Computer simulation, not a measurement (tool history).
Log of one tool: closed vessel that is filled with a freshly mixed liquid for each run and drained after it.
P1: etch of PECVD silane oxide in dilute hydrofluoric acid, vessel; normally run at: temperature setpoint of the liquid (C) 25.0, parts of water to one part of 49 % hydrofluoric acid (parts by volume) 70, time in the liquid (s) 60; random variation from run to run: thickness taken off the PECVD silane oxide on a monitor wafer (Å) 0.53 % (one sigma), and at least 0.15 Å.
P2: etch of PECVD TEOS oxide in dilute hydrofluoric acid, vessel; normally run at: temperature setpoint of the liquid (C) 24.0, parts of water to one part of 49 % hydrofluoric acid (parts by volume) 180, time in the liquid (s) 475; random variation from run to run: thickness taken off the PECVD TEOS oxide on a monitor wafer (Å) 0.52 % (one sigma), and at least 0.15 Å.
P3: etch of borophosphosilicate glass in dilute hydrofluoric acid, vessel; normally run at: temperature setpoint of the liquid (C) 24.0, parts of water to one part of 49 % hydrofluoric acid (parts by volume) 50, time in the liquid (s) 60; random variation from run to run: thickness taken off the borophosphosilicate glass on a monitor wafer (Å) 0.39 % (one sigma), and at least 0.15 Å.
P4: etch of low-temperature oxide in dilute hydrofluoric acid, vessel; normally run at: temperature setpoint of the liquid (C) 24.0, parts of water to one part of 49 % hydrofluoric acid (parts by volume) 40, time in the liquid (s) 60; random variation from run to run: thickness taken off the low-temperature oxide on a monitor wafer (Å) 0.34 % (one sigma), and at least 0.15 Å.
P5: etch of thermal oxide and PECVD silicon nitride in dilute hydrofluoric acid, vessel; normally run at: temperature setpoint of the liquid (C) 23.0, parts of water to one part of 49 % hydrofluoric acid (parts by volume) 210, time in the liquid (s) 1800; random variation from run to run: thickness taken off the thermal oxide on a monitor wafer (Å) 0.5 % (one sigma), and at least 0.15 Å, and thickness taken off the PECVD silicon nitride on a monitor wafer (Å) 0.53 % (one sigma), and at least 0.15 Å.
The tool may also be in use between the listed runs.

run	day	process that ran	temperature setpoint of the liquid (C)	parts of water to one part of 49 % hydrofluoric acid (parts by volume)	time in the liquid (s)	hours since the thermometer was replaced	hours since the hydrofluoric acid flow meter was replaced	thickness taken off the PECVD silane oxide on a monitor wafer (Å)	thickness taken off the low-temperature oxide on a monitor wafer (Å)	thickness taken off the borophosphosilicate glass on a monitor wafer (Å)	thickness taken off the thermal oxide on a monitor wafer (Å)	thickness taken off the PECVD silicon nitride on a monitor wafer (Å)	thickness taken off the PECVD TEOS oxide on a monitor wafer (Å)
1	0.329	P1	25.0	70	60	839.3	613.6	219.90					
2	0.629	P4	24.0	40	60	846.5	620.8		237.59				
3	0.925	P3	24.0	90	60	853.6	627.9			346.43			
4	1.212	P1	25.0	70	30	860.5	634.8	111.00					
5	1.592	P1	25.0	70	60	869.6	643.9	222.87					
6	1.838	P1	25.0	25	60	875.5	649.8	658.87					
7	2.221	P4	29.0	40	60	884.7	659.0		290.42				
8	2.496	P4	24.0	40	30	891.3	665.6		118.68				
9	2.862	P4	24.0	40	60	900.1	674.4		237.67				
10	3.200	P3	24.0	50	30	908.2	682.5			332.78			
11	3.475	P3	28.0	50	60	914.8	689.1			777.23			
12	3.754	P5	31.0	210	1800	921.5	695.8				455.70	450.73	
13	4.033	P5	23.0	210	1800	928.2	702.5				340.47	274.46	
14	4.321	P2	24.0	180	30	935.1	709.4						37.066
15	4.571	P4	24.0	55	60	941.1	715.4		170.56				
16	4.988	P2	24.0	180	475	951.1	725.4						579.750
17	5.404	P1	25.0	70	60	961.1	735.4	222.72					
18	5.650	P5	23.0	210	2735	967.0	741.3				519.44	420.90	
19	5.867	P1	25.0	70	60	972.2	746.5	222.27					
20	6.104	P2	24.0	85	475	977.9	752.2						1385.400
21	6.354	P3	24.0	50	60	983.9	758.2			655.62			
22	6.596	P1	25.0	125	60	989.7	764.0	116.27					
23	6.925	P1	25.0	70	60	997.6	771.9	224.23					
24	7.250	P2	31.0	180	475	1005.4	779.7						751.250
25	7.462	P1	29.5	70	60	1010.5	784.8	264.02					
26	7.867	P5	23.0	380	1800	1020.2	794.5				160.82	152.05	
27	8.117	P1	25.0	70	115	1026.2	800.5	427.26					
28	8.438	P1	17.5	70	60	1033.9	808.2	162.58					
29	8.638	P1	25.0	105	110	1038.7	813.0	262.57					
30	8.992	P5	23.0	210	1800	1047.2	821.5				341.74	274.64	
31	9.396	P1	25.0	70	60	1056.9	831.2	223.71					
32	9.667	P1	25.0	70	60	1063.4	837.7	228.92					
33	10.021	P1	25.0	70	60	1071.9	846.2	233.64					
34	10.383	P1	25.0	70	60	1080.6	854.9	236.03					
35	10.604	P1	25.0	70	60	1085.9	860.2	241.81					
36	10.804	P1	25.0	70	60	1090.7	865.0	239.25					
37	11.121	P1	25.0	70	60	1098.3	872.6	238.81					
38	11.417	P1	25.0	70	60	1105.4	879.7	240.42					
39	11.850	P1	25.0	70	60	1115.8	890.1	241.03					

What P1 gives has crept away from where it was. These 2 causes fit the log equally well, each at the size given:
A: hydrofluoric acid flow above the setpoint (%) = 7.47
B: liquid hotter than its thermometer reads (K) = 1.97
The creep began at about day 9.396.

4 check runs are offered, one wafer each, their results left as question marks. Which one tells the causes apart?
check 1	12.283	P5	30.5	375	1800						?	?	
check 2	12.283	P4	29.0	40	60				?				
check 3	12.283	P2	24.0	125	30								?
check 4	12.283	P3	24.0	85	40					?			

What each check would give under each cause:
check	result	if A	if B
check 1	thickness taken off the thermal oxide on a monitor wafer (Å)	229.76	220.75
check 1	thickness taken off the PECVD silicon nitride on a monitor wafer (Å)	258.49	267.44
check 2	thickness taken off the low-temperature oxide on a monitor wafer (Å)	314.40	314.96
check 3	thickness taken off the PECVD TEOS oxide on a monitor wafer (Å)	61.123	60.728
check 4	thickness taken off the borophosphosilicate glass on a monitor wafer (Å)	267.26	266.91
How far apart the two closest causes lie, in the result that separates them most: check 1 4 %; check 2 0.18 %; check 3 0.65 %; check 4 0.13 %
Check 1 tells the causes apart: in the others they would give nearly the same result.

Check 1 was then run and gave: thickness taken off the thermal oxide on a monitor wafer (Å) 220.50; thickness taken off the PECVD silicon nitride on a monitor wafer (Å) 265.94. Which cause is it?

It is B: liquid hotter than its thermometer reads (K).
